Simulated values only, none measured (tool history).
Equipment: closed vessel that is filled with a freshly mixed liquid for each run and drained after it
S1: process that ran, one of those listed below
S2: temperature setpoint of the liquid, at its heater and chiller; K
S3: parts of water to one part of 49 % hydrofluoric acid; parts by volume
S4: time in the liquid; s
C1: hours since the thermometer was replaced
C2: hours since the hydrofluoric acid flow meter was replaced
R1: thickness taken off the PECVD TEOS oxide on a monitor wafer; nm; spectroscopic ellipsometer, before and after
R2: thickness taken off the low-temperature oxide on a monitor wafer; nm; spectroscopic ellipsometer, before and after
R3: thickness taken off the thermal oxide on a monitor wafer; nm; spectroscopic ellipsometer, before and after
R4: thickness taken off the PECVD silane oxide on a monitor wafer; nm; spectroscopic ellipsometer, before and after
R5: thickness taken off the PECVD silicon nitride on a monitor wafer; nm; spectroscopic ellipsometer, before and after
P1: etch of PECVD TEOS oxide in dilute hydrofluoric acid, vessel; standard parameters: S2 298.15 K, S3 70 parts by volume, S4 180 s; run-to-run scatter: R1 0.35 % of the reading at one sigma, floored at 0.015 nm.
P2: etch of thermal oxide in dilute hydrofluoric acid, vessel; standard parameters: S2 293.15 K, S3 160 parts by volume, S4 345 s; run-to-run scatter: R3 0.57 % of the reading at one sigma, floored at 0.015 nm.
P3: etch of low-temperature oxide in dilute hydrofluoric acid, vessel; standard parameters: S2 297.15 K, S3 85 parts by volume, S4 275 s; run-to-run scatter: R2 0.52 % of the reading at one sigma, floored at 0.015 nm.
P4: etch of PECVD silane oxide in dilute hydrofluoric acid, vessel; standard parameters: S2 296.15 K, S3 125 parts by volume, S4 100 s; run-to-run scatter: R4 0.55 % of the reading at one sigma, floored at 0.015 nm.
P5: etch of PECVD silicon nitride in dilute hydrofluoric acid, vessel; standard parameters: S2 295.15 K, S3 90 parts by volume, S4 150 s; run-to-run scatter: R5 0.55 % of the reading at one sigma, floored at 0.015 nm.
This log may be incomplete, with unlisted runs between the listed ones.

| run | hour | S1 | S2 | S3 | S4 | C1 | C2 | R1 | R2 | R3 | R4 | R5 |
|---|---|---|---|---|---|---|---|---|---|---|---|---|
| 1 | 2.9 | P1 | 298.15 | 70 | 180 | 281.6 | 289.1 | 42.349 |  |  |  |  |
| 2 | 7.1 | P1 | 290.65 | 70 | 105 | 285.8 | 293.3 | 18.098 |  |  |  |  |
| 3 | 10.3 | P1 | 298.15 | 20 | 180 | 289 | 296.5 | 159.65 |  |  |  |  |
| 4 | 15.1 | P1 | 298.15 | 70 | 180 | 293.8 | 301.3 | 42.105 |  |  |  |  |
| 5 | 21 | P1 | 302.15 | 70 | 180 | 299.7 | 307.2 | 50.046 |  |  |  |  |
| 6 | 24.6 | P3 | 297.15 | 125 | 275 | 303.3 | 310.8 |  | 22.907 |  |  |  |
| 7 | 27.9 | P1 | 298.15 | 70 | 265 | 306.6 | 314.1 | 62.399 |  |  |  |  |
| 8 | 31 | P1 | 298.15 | 70 | 180 | 309.7 | 317.2 | 42.763 |  |  |  |  |
| 9 | 35.9 | P2 | 293.15 | 160 | 345 | 314.6 | 322.1 |  |  | 8.548 |  |  |
| 10 | 38.6 | P1 | 293.65 | 70 | 260 | 317.3 | 324.8 | 51.001 |  |  |  |  |
| 11 | 43 | P1 | 298.15 | 115 | 180 | 321.7 | 329.2 | 24.437 |  |  |  |  |
|  | 44.2 | thermometer replaced |
| 12 | 48.7 | P2 | 293.15 | 160 | 515 | 4.6 | 334.9 |  |  | 12.631 |  |  |
| 13 | 53.9 | P2 | 293.15 | 265 | 345 | 9.8 | 340.1 |  |  | 4.6517 |  |  |
| 14 | 57 | P1 | 298.15 | 70 | 180 | 12.9 | 343.2 | 42.345 |  |  |  |  |
| 15 | 60.4 | P3 | 297.15 | 85 | 275 | 16.3 | 346.6 |  | 35.276 |  |  |  |
| 16 | 64.7 | P3 | 297.15 | 85 | 85 | 20.6 | 350.9 |  | 10.891 |  |  |  |
| 17 | 67.6 | P2 | 290.15 | 160 | 345 | 23.5 | 353.8 |  |  | 7.6106 |  |  |
| 18 | 71 | P4 | 296.15 | 210 | 100 | 26.9 | 357.2 |  |  |  | 6.1428 |  |
| 19 | 73.9 | P2 | 293.15 | 160 | 345 | 29.8 | 360.1 |  |  | 8.5084 |  |  |
| 20 | 77.4 | P1 | 298.15 | 70 | 30 | 33.3 | 363.6 | 7.0788 |  |  |  |  |
| 21 | 82.8 | P1 | 298.15 | 70 | 180 | 38.7 | 369 | 42.563 |  |  |  |  |
| 22 | 85.7 | P3 | 301.15 | 85 | 275 | 41.6 | 371.9 |  | 41.259 |  |  |  |
|  | 88.8 | hydrofluoric acid flow meter replaced |
| 23 | 90.1 | P1 | 292.65 | 70 | 180 | 46 | 1.4 | 33.951 |  |  |  |  |
| 24 | 93.7 | P5 | 295.15 | 55 | 150 | 49.6 | 5 |  |  |  |  | 9.796 |
| 25 | 97.2 | P4 | 296.15 | 125 | 100 | 53.1 | 8.5 |  |  |  | 11.321 |  |
| 26 | 101.3 | P4 | 303.15 | 125 | 100 | 57.2 | 12.6 |  |  |  | 14.939 |  |
| 27 | 103.9 | P5 | 295.15 | 90 | 150 | 59.8 | 15.2 |  |  |  |  | 6.1398 |
| 28 | 107.9 | P5 | 295.15 | 90 | 270 | 63.8 | 19.2 |  |  |  |  | 10.795 |
| 29 | 111.1 | P5 | 295.15 | 90 | 150 | 67 | 22.4 |  |  |  |  | 6.0617 |
| 30 | 114.1 | P4 | 296.15 | 125 | 30 | 70 | 25.4 |  |  |  | 3.3903 |  |
| 31 | 119.9 | P5 | 301.65 | 90 | 150 | 75.8 | 31.2 |  |  |  |  | 9.3294 |
| 32 | 123.7 | P1 | 298.15 | 70 | 180 | 79.6 | 35 | 42.336 |  |  |  |  |
| 33 | 128.6 | P1 | 298.15 | 70 | 180 | 84.5 | 39.9 | 42.51 |  |  |  |  |
| 34 | 131.1 | P1 | 298.15 | 70 | 180 | 87 | 42.4 | 43.774 |  |  |  |  |
| 35 | 135.9 | P1 | 298.15 | 70 | 180 | 91.8 | 47.2 | 45.109 |  |  |  |  |
| 36 | 139.4 | P1 | 298.15 | 70 | 180 | 95.3 | 50.7 | 45.753 |  |  |  |  |
| 37 | 143.2 | P1 | 298.15 | 70 | 180 | 99.1 | 54.5 | 46.399 |  |  |  |  |
| 38 | 146.6 | P1 | 298.15 | 70 | 180 | 102.5 | 57.9 | 46.325 |  |  |  |  |
| 39 | 150.3 | P1 | 298.15 | 70 | 180 | 106.2 | 61.6 | 46.45 |  |  |  |  |
| 40 | 155.1 | P1 | 298.15 | 70 | 180 | 111 | 66.4 | 46.623 |  |  |  |  |

Compared with where it was, what P1 gives has crept away. Each cause listed below fits the log as well as the rest, at the size given for it:
A: hydrofluoric acid flow above the setpoint (%) = 8.7
B: liquid hotter than its thermometer reads (K) = 2.29
At approximately hour 128.6, the process output began to creep.

Listed below are the offered check runs, one wafer per run, with question marks in place of results. For which of them would the causes give clearly different outcomes?
| check 1 | 159.9 | P2 | 293.15 | 160 | 345 |  |  |  |  | ? |  |  |
| check 2 | 159.9 | P3 | 297.15 | 85 | 275 |  |  |  | ? |  |  |  |
| check 3 | 159.9 | P5 | 295.15 | 90 | 150 |  |  |  |  |  |  | ? |
| check 4 | 159.9 | P4 | 296.15 | 125 | 100 |  |  |  |  |  | ? |  |

What each check would give under each cause:
| check | result | if A | if B |
|---|---|---|---|
| check 1 | R3 | 9.3951 | 9.3277 |
| check 2 | R2 | 38.662 | 38.617 |
| check 3 | R5 | 6.5659 | 7.0479 |
| check 4 | R4 | 12.52 | 12.444 |
Separation of the two closest causes in each check, using whichever result separates them best: check 1 0.72 %; check 2 0.12 %; check 3 7.08 %; check 4 0.6 %
Of the check runs offered, only check 3 discriminates between the causes; the rest would read about the same regardless of which cause applies.

After running check 3, the following was obtained: R5 6.9856 nm. Which cause does this point to?

The cause is B: liquid hotter than its thermometer reads (K).
